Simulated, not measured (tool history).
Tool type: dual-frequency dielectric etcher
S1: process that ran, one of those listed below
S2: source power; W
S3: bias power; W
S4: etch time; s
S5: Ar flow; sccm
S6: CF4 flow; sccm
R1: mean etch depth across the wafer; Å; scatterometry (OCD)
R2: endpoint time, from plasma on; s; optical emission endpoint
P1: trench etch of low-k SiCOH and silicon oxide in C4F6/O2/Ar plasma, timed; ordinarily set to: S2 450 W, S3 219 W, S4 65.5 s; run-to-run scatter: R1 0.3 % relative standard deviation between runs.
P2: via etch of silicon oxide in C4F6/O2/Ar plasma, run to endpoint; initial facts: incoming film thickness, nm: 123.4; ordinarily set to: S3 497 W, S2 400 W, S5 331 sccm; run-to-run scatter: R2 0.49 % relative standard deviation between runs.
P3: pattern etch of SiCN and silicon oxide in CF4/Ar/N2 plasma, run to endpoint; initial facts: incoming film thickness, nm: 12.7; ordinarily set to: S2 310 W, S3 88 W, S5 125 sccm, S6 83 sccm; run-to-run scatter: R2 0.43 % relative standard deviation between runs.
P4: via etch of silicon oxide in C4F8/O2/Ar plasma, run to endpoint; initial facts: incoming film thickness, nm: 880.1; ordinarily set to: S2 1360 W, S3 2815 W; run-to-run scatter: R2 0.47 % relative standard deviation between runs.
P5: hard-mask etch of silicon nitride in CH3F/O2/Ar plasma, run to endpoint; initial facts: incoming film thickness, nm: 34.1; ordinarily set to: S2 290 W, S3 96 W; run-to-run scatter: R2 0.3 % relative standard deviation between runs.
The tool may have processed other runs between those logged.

run 1 hour=14.9 | S1=P1 S2=450 S3=219 S4=65.5 | R1=2352.5
run 2 hour=22.1 | S1=P5 S2=290 S3=61 | R2=56.756
run 3 hour=29.3 | S1=P3 S2=310 S3=88 S5=125 S6=83 | R2=19.423
run 4 hour=37.9 | S1=P1 S2=450 S3=261 S4=65.5 | R1=2497.6
run 5 hour=48.0 | S1=P1 S2=450 S3=219 S4=65.5 | R1=2351.0
run 6 hour=57.8 | S1=P1 S2=340 S3=219 S4=65.5 | R1=2105.8
run 7 hour=68.9 | S1=P2 S2=400 S3=497 S5=445 | R2=29.794
run 8 hour=82.6 | S1=P1 S2=450 S3=219 S4=98.0 | R1=3520.2
run 9 hour=96.2 | S1=P4 S2=1910 S3=2815 | R2=158.010
run 10 hour=108.0 | S1=P1 S2=550 S3=219 S4=50.5 | R1=1958.4
run 11 hour=122.4 | S1=P4 S2=1360 S3=2815 | R2=182.460
run 12 hour=129.9 | S1=P4 S2=1360 S3=2815 | R2=182.870
run 13 hour=141.4 | S1=P5 S2=290 S3=96 | R2=48.292
run 14 hour=150.7 | S1=P3 S2=310 S3=88 S5=125 S6=115 | R2=18.842
run 15 hour=160.2 | S1=P1 S2=450 S3=219 S4=65.5 | R1=2361.5
run 16 hour=167.8 | S1=P2 S2=400 S3=616 S5=331 | R2=26.689
run 17 hour=180.5 | S1=P2 S2=260 S3=497 S5=331 | R2=33.791
run 18 hour=191.5 | S1=P2 S2=400 S3=497 S5=331 | R2=28.923
run 19 hour=198.4 | S1=P1 S2=450 S3=219 S4=42.5 | R1=1524.8
run 20 hour=211.5 | S1=P3 S2=310 S3=52 S5=125 S6=83 | R2=23.384
run 21 hour=218.7 | S1=P3 S2=250 S3=88 S5=125 S6=83 | R2=23.636
run 22 hour=229.1 | S1=P1 S2=560 S3=219 S4=65.5 | R1=2559.8
run 23 hour=237.0 | S1=P4 S2=1360 S3=2272 | R2=196.490
run 24 hour=246.1 | S1=P1 S2=450 S3=149 S4=65.5 | R1=2083.8
run 25 hour=259.6 | S1=P3 S2=310 S3=88 S5=73 S6=83 | R2=18.152
run 26 hour=273.5 | S1=P5 S2=220 S3=96 | R2=54.021
run 27 hour=285.7 | S1=P1 S2=450 S3=219 S4=65.5 | R1=2348.9
run 28 hour=298.7 | S1=P1 S2=450 S3=219 S4=65.5 | R1=2353.6
run 29 hour=306.4 | S1=P1 S2=450 S3=219 S4=65.5 | R1=2346.5
run 30 hour=316.6 | S1=P1 S2=450 S3=219 S4=65.5 | R1=2339.0
-- hour=325.6 wet clean of the chamber
run 31 hour=331.2 | S1=P1 S2=450 S3=219 S4=65.5 | R1=2319.5
run 32 hour=339.7 | S1=P1 S2=450 S3=219 S4=65.5 | R1=2314.5
run 33 hour=354.1 | S1=P1 S2=450 S3=219 S4=65.5 | R1=2308.9
run 34 hour=362.3 | S1=P1 S2=450 S3=219 S4=65.5 | R1=2325.1

P1 has crept away from where it was. The log is fitted equally well by each of these 2 causes, at the sizes shown:
A: source power that arrives under what is set, % = 3.83
B: bias power that arrives under what is set, % = 4.53
The gradual shift began around hour 298.7.
Each remaining cause and why it is not a fit:
chamber walls in a state that lowers the etch rate, %: work on it at hour 325.6, done after the drift set in, did not restore what the process gave before

Below are 4 check runs, each averaged over 3 wafers, with their results shown as question marks. Which of them would give clearly different results depending on which cause is behind the drift?
run check 1 hour=370.5 | S1=P5 S2=290 S3=77 | R2=?
run check 2 hour=370.5 | S1=P4 S2=1880 S3=2815 | R2=?
run check 3 hour=370.5 | S1=P3 S2=310 S3=53 S5=125 S6=115 | R2=?
run check 4 hour=370.5 | S1=P2 S2=400 S3=497 S5=412 | R2=?

Expected result of each check under each candidate cause:
check=check_1 result=R2 if_A=53.273 if_B=53.369
check=check_2 result=R2 if_A=162.790 if_B=162.630
check=check_3 result=R2 if_A=22.926 if_B=22.462
check=check_4 result=R2 if_A=30.049 if_B=30.135
Smallest distance between any two causes, each pair judged by its most separating result, in per cent: check 1 0.18 %; check 2 0.1 %; check 3 2.05 %; check 4 0.29 %
Check 3 is the one run that separates the causes; every other check would come out nearly the same whichever cause is at work.

The results of check 3 are: R2 22.446 s. Based on these, which of the listed causes is it?

Of the candidate causes, it is B: bias power that arrives under what is set, %.
